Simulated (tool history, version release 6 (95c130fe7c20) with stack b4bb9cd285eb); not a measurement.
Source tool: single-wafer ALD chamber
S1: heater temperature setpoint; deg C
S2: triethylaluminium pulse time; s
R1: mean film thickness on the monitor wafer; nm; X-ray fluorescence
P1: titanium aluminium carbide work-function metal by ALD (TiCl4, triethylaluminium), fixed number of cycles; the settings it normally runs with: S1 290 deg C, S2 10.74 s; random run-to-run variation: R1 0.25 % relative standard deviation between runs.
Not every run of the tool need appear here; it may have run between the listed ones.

run	hour	S1	S2	R1
1	5.6	290	10.74	1.9107
2	14.7	313	10.74	2.1244
3	20.0	276	5.84	1.6004
4	29.4	267	10.74	1.7232
5	37.8	290	10.74	1.9234
6	48.2	307	7.83	1.9747
7	60.3	290	17.08	1.9680
8	72.4	290	10.74	1.9230
9	79.7	290	4.21	1.5072
10	86.6	290	10.74	1.9187
11	92.7	314	17.38	2.1783
12	100.0	290	10.74	1.9322
13	109.3	290	10.74	1.9286
14	115.8	290	10.74	1.9211
15	126.8	290	10.74	1.9043
16	134.8	290	10.74	1.9107
17	145.5	290	10.74	1.8940
18	155.9	290	10.74	1.8834

For run 19, what comes out?
19	166.3	290	10.74	?

{"run 19": {"R1": 1.8951}}
